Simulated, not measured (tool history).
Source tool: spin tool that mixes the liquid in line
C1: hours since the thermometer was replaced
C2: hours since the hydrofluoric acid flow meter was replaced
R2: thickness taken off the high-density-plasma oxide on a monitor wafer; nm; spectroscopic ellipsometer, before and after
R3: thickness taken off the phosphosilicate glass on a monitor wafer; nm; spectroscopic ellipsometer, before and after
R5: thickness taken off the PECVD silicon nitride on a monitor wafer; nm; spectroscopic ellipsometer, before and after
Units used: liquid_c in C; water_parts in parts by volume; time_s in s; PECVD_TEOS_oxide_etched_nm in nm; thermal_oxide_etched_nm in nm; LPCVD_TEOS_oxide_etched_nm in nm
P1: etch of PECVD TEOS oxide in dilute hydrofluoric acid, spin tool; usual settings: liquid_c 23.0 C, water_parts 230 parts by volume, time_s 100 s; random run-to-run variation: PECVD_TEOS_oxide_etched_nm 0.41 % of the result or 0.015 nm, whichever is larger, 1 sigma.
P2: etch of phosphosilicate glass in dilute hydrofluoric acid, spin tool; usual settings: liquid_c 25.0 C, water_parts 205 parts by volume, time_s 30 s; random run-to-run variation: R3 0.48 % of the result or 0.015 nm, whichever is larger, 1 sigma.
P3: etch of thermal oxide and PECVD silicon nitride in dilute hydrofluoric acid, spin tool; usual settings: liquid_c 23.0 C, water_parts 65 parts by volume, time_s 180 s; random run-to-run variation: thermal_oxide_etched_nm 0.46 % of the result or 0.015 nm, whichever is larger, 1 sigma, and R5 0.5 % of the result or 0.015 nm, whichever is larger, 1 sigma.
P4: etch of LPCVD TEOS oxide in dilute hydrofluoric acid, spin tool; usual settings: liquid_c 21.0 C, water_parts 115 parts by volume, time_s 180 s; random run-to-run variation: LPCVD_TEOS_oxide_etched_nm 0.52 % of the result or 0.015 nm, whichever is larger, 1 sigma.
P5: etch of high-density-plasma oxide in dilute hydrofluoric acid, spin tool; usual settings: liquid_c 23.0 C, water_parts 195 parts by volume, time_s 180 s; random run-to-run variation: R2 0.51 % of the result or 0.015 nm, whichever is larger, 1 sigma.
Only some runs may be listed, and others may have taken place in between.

Run 1, day 0.183: process P1, liquid_c 23.0 C, water_parts 230 parts by volume, time_s 100 s; C1 1507.4; C2 568.5. Result: PECVD_TEOS_oxide_etched_nm 9.0490 nm.
Run 2, day 0.288: process P5, liquid_c 30.5 C, water_parts 195 parts by volume, time_s 180 s; C1 1509.9; C2 571.0. Result: R2 5.3375 nm.
Run 3, day 0.438: process P2, liquid_c 25.0 C, water_parts 80 parts by volume, time_s 30 s; C1 1513.5; C2 574.6. Result: R3 58.284 nm.
Run 4, day 0.612: process P1, liquid_c 23.0 C, water_parts 230 parts by volume, time_s 100 s; C1 1517.7; C2 578.8. Result: PECVD_TEOS_oxide_etched_nm 9.0453 nm.
Run 5, day 0.754: process P1, liquid_c 23.0 C, water_parts 230 parts by volume, time_s 100 s; C1 1521.1; C2 582.2. Result: PECVD_TEOS_oxide_etched_nm 8.9832 nm.
Run 6, day 0.904: process P3, liquid_c 23.0 C, water_parts 35 parts by volume, time_s 180 s; C1 1524.7; C2 585.8. Result: thermal_oxide_etched_nm 25.537 nm, R5 15.3440 nm.
Run 7, day 1.062: process P1, liquid_c 29.5 C, water_parts 230 parts by volume, time_s 100 s; C1 1528.5; C2 589.6. Result: PECVD_TEOS_oxide_etched_nm 11.4050 nm.
Run 8, day 1.212: process P1, liquid_c 17.5 C, water_parts 230 parts by volume, time_s 100 s; C1 1532.1; C2 593.2. Result: PECVD_TEOS_oxide_etched_nm 7.3559 nm.
Run 9, day 1.404: process P1, liquid_c 23.0 C, water_parts 230 parts by volume, time_s 100 s; C1 1536.7; C2 597.8. Result: PECVD_TEOS_oxide_etched_nm 9.0636 nm.
Run 10, day 1.550: process P1, liquid_c 23.0 C, water_parts 145 parts by volume, time_s 100 s; C1 1540.2; C2 601.3. Result: PECVD_TEOS_oxide_etched_nm 15.7950 nm.
Run 11, day 1.721: process P4, liquid_c 21.0 C, water_parts 115 parts by volume, time_s 180 s; C1 1544.3; C2 605.4. Result: LPCVD_TEOS_oxide_etched_nm 32.569 nm.
Run 12, day 1.938: process P5, liquid_c 23.0 C, water_parts 195 parts by volume, time_s 180 s; C1 1549.5; C2 610.6. Result: R2 4.0919 nm.
Run 13, day 2.129: process P2, liquid_c 25.0 C, water_parts 205 parts by volume, time_s 55 s; C1 1554.1; C2 615.2. Result: R3 36.305 nm.
Run 14, day 2.325: process P3, liquid_c 23.0 C, water_parts 65 parts by volume, time_s 180 s; C1 1558.8; C2 619.9. Result: thermal_oxide_etched_nm 13.241 nm, R5 8.2951 nm.
Run 15, day 2.533: process P4, liquid_c 21.0 C, water_parts 115 parts by volume, time_s 70 s; C1 1563.8; C2 624.9. Result: LPCVD_TEOS_oxide_etched_nm 12.487 nm.
Run 16, day 2.683: process P1, liquid_c 23.0 C, water_parts 405 parts by volume, time_s 100 s; C1 1567.4; C2 628.5. Result: PECVD_TEOS_oxide_etched_nm 4.3744 nm.
Run 17, day 2.833: process P1, liquid_c 23.0 C, water_parts 230 parts by volume, time_s 170 s; C1 1571.0; C2 632.1. Result: PECVD_TEOS_oxide_etched_nm 15.3530 nm.
Run 18, day 3.029: process P1, liquid_c 23.0 C, water_parts 230 parts by volume, time_s 100 s; C1 1575.7; C2 636.8. Result: PECVD_TEOS_oxide_etched_nm 9.0064 nm.
Run 19, day 3.225: process P4, liquid_c 21.0 C, water_parts 55 parts by volume, time_s 180 s; C1 1580.4; C2 641.5. Result: LPCVD_TEOS_oxide_etched_nm 72.945 nm.
Run 20, day 3.442: process P3, liquid_c 23.0 C, water_parts 65 parts by volume, time_s 320 s; C1 1585.6; C2 646.7. Result: thermal_oxide_etched_nm 23.376 nm, R5 14.8450 nm.
Run 21, day 3.608: process P2, liquid_c 19.5 C, water_parts 205 parts by volume, time_s 30 s; C1 1589.6; C2 650.7. Result: R3 15.949 nm.
Run 22, day 3.812: process P5, liquid_c 23.0 C, water_parts 305 parts by volume, time_s 180 s; C1 1594.5; C2 655.6. Result: R2 2.3229 nm.
Run 23, day 3.979: process P5, liquid_c 23.0 C, water_parts 195 parts by volume, time_s 295 s; C1 1598.5; C2 659.6. Result: R2 6.6800 nm.
Run 24, day 4.079: process P2, liquid_c 25.0 C, water_parts 205 parts by volume, time_s 30 s; C1 1600.9; C2 662.0. Result: R3 19.690 nm.
Run 25, day 4.183: process P1, liquid_c 31.0 C, water_parts 100 parts by volume, time_s 100 s; C1 1603.4; C2 664.5. Result: PECVD_TEOS_oxide_etched_nm 32.6050 nm.
Run 26, day 4.292: process P4, liquid_c 17.0 C, water_parts 115 parts by volume, time_s 180 s; C1 1606.0; C2 667.1. Result: LPCVD_TEOS_oxide_etched_nm 27.458 nm.
Run 27, day 4.446: process P5, liquid_c 23.0 C, water_parts 195 parts by volume, time_s 180 s; C1 1609.7; C2 670.8. Result: R2 4.0555 nm.
Run 28, day 4.554: process P1, liquid_c 23.0 C, water_parts 230 parts by volume, time_s 15 s; C1 1612.3; C2 673.4. Result: PECVD_TEOS_oxide_etched_nm 1.3533 nm.
Run 29, day 4.667: process P3, liquid_c 30.5 C, water_parts 65 parts by volume, time_s 180 s; C1 1615.0; C2 676.1. Result: thermal_oxide_etched_nm 17.748 nm, R5 13.4550 nm.
Run 30, day 4.883: process P1, liquid_c 23.0 C, water_parts 230 parts by volume, time_s 100 s; C1 1620.2; C2 681.3. Result: PECVD_TEOS_oxide_etched_nm 9.0534 nm.
Run 31, day 5.054: process P1, liquid_c 23.0 C, water_parts 230 parts by volume, time_s 100 s; C1 1624.3; C2 685.4. Result: PECVD_TEOS_oxide_etched_nm 9.3044 nm.
Run 32, day 5.162: process P1, liquid_c 23.0 C, water_parts 230 parts by volume, time_s 100 s; C1 1626.9; C2 688.0. Result: PECVD_TEOS_oxide_etched_nm 9.3451 nm.
Run 33, day 5.283: process P1, liquid_c 23.0 C, water_parts 230 parts by volume, time_s 100 s; C1 1629.8; C2 690.9. Result: PECVD_TEOS_oxide_etched_nm 9.4007 nm.
Run 34, day 5.396: process P1, liquid_c 23.0 C, water_parts 230 parts by volume, time_s 100 s; C1 1632.5; C2 693.6. Result: PECVD_TEOS_oxide_etched_nm 9.5416 nm.
Run 35, day 5.592: process P1, liquid_c 23.0 C, water_parts 230 parts by volume, time_s 100 s; C1 1637.2; C2 698.3. Result: PECVD_TEOS_oxide_etched_nm 9.5676 nm.
Run 36, day 5.771: process P1, liquid_c 23.0 C, water_parts 230 parts by volume, time_s 100 s; C1 1641.5; C2 702.6. Result: PECVD_TEOS_oxide_etched_nm 9.6941 nm.
Run 37, day 5.954: process P1, liquid_c 23.0 C, water_parts 230 parts by volume, time_s 100 s; C1 1645.9; C2 707.0. Result: PECVD_TEOS_oxide_etched_nm 9.6321 nm.
Run 38, day 6.171: process P1, liquid_c 23.0 C, water_parts 230 parts by volume, time_s 100 s; C1 1651.1; C2 712.2. Result: PECVD_TEOS_oxide_etched_nm 9.6519 nm.
Run 39, day 6.271: process P1, liquid_c 23.0 C, water_parts 230 parts by volume, time_s 100 s; C1 1653.5; C2 714.6. Result: PECVD_TEOS_oxide_etched_nm 9.6710 nm.

The output of P1 has drifted from where it used to be. Each of the 2 causes below, taken at the size shown beside it, accounts for the log equally well:
A: liquid hotter than its thermometer reads (K) = 1.79
B: hydrofluoric acid flow above the setpoint (%) = 5.42
The drift started at roughly day 4.883.

Of the 4 check runs listed below, each run on one wafer and each result written as a question mark, which would let you distinguish the listed causes because they would give clearly different results?
Run check 1, day 6.371: process P5, liquid_c 23.0 C, water_parts 195 parts by volume, time_s 180 s. Result: R2 ?.
Run check 2, day 6.371: process P2, liquid_c 25.0 C, water_parts 205 parts by volume, time_s 30 s. Result: R3 ?.
Run check 3, day 6.371: process P4, liquid_c 21.0 C, water_parts 115 parts by volume, time_s 180 s. Result: LPCVD_TEOS_oxide_etched_nm ?.
Run check 4, day 6.371: process P3, liquid_c 23.0 C, water_parts 65 parts by volume, time_s 180 s. Result: thermal_oxide_etched_nm ?, R5 ?.

Predicted outcomes, by check and by cause:
  check                      result    if A    if B
check 1                          R2  4.3633  4.3503
check 2                          R3  21.015  21.011
check 3  LPCVD_TEOS_oxide_etched_nm  34.632  34.214
check 4     thermal_oxide_etched_nm  14.235  14.011
check 4                          R5  9.3896  8.7704
Smallest distance between any two causes, each pair judged by its most separating result, in per cent: check 1 0.3 %; check 2 0.02 %; check 3 1.21 %; check 4 6.82 %
The causes can be told apart only by check 4. The other checks would give nearly the same results under each of them.

After running check 4, the following was obtained: thermal_oxide_etched_nm 14.220 nm; R5 9.3710 nm. Which cause does this point to?

A is the cause: liquid hotter than its thermometer reads (K).
